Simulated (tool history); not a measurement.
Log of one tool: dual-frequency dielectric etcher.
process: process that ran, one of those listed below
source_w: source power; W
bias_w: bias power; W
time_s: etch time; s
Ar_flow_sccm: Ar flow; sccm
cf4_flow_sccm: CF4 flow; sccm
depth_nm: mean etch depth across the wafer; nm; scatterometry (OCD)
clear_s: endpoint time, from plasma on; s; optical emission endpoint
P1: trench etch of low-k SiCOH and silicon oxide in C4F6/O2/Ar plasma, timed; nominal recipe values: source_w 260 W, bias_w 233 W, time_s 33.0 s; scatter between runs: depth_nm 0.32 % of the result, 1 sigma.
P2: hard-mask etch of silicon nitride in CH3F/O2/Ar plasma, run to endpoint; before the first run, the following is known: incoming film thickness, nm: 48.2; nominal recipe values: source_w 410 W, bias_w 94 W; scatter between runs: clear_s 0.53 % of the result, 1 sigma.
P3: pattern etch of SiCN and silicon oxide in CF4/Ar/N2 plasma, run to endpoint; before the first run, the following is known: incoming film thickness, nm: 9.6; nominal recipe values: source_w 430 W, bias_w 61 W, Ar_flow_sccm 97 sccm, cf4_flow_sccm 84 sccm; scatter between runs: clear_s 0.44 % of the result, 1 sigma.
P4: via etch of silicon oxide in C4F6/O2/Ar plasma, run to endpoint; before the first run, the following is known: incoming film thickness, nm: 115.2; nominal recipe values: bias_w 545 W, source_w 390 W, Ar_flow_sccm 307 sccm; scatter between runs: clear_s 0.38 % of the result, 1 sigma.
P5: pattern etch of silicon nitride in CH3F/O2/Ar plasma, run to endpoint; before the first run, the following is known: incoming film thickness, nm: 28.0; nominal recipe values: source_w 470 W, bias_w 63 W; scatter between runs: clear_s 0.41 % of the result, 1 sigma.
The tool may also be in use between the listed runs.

run   hour  process  source_w  bias_w  time_s  Ar_flow_sccm  cf4_flow_sccm  hours since the last wet clean  hours since the last source power generator calibration  hours since the last bias power generator calibration  depth_nm  clear_s
  1   11.5       P1       260     233    33.0                                                        323.0                                                   1157.0                                                  916.6    97.828
  2   20.2       P1       260     233    33.0                                                        331.7                                                   1165.7                                                  925.3    98.075
  3   29.6       P4       390     545                   307                                          341.1                                                   1175.1                                                  934.7            24.8300
  4   41.8       P4       390     545                   410                                          353.3                                                   1187.3                                                  946.9            25.6410
  5   50.8       P2       570      94                                                                362.3                                                   1196.3                                                  955.9            57.1410
  6   64.5       P1       330     233    45.0                                                        376.0                                                   1210.0                                                  969.6   146.890
      66.6  -- bias power generator calibrated
  7   73.8       P5       470      63                                                                385.3                                                   1219.3                                                    7.2            41.2090
  8   88.5       P1       260     233    33.0                                                        400.0                                                   1234.0                                                   21.9    97.610
  9  100.7       P1       320     233    33.0                                                        412.2                                                   1246.2                                                   34.1   106.110
 10  116.5       P2       410      94                                                                428.0                                                   1262.0                                                   49.9            64.7320
 11  123.7       P3       610      61                    97             84                           435.2                                                   1269.2                                                   57.1             8.3556
 12  131.6       P1       350     233    26.5                                                        443.1                                                   1277.1                                                   65.0    88.057
 13  139.9       P1       180     233    33.0                                                        451.4                                                   1285.4                                                   73.3    85.238
     144.2  -- wet clean of the chamber
 14  154.9       P3       430      61                    63             84                            10.7                                                   1300.4                                                   88.3            10.8750
 15  168.3       P4       390     697                   307                                           24.1                                                   1313.8                                                  101.7            22.6760
 16  182.2       P2       410      94                                                                 38.0                                                   1327.7                                                  115.6            64.9950
 17  195.3       P3       430      85                    97             84                            51.1                                                   1340.8                                                  128.7            10.4220
 18  207.1       P4       230     545                   307                                           62.9                                                   1352.6                                                  140.5            30.2080
 19  219.1       P1       260     323    33.0                                                         74.9                                                   1364.6                                                  152.5   109.430
 20  229.8       P1       260     233    33.0                                                         85.6                                                   1375.3                                                  163.2    97.871
 21  237.5       P1       170     233    18.5                                                         93.3                                                   1383.0                                                  170.9    46.634
 22  248.7       P5       470      63                                                                104.5                                                   1394.2                                                  182.1            40.9480
 23  258.0       P1       260     233    33.0                                                        113.8                                                   1403.5                                                  191.4    97.471
 24  267.1       P5       470      82                                                                122.9                                                   1412.6                                                  200.5            37.4960
 25  275.3       P2       410     133                                                                131.1                                                   1420.8                                                  208.7            56.2300
 26  291.1       P1       260     233    42.0                                                        146.9                                                   1436.6                                                  224.5   124.940
 27  304.3       P1       260     233    18.0                                                        160.1                                                   1449.8                                                  237.7    53.788
 28  319.6       P3       430      61                    97             84                           175.4                                                   1465.1                                                  253.0            11.5840
 29  331.2       P3       430      61                    97             52                           187.0                                                   1476.7                                                  264.6            12.4840
 30  338.7       P1       260     233    33.0                                                        194.5                                                   1484.2                                                  272.1    98.152
 31  352.3       P3       430      61                    97             84                           208.1                                                   1497.8                                                  285.7            11.4510
 32  366.4       P1       260     153    33.0                                                        222.2                                                   1511.9                                                  299.8    85.275
 33  375.3       P5       570      63                                                                231.1                                                   1520.8                                                  308.7            38.3220
 34  384.4       P1       260     233    33.0                                                        240.2                                                   1529.9                                                  317.8    97.863
 35  398.0       P1       260     233    33.0                                                        253.8                                                   1543.5                                                  331.4    98.626
 36  410.0       P1       260     233    33.0                                                        265.8                                                   1555.5                                                  343.4    99.143
 37  420.6       P1       260     233    33.0                                                        276.4                                                   1566.1                                                  354.0    98.839
 38  431.3       P1       260     233    33.0                                                        287.1                                                   1576.8                                                  364.7    99.793
     438.7  -- wet clean of the chamber
 39  441.2       P1       260     233    33.0                                                          2.6                                                   1586.7                                                  374.6    99.385
 40  455.3       P1       260     233    33.0                                                         16.7                                                   1600.8                                                  388.7    99.938

Forecast run 41:
 41  470.2       P1       260     233    33.0                                                         31.6                                                   1615.7                                                  403.6         ?

Run 41 measured depth_nm 99.614 nm.
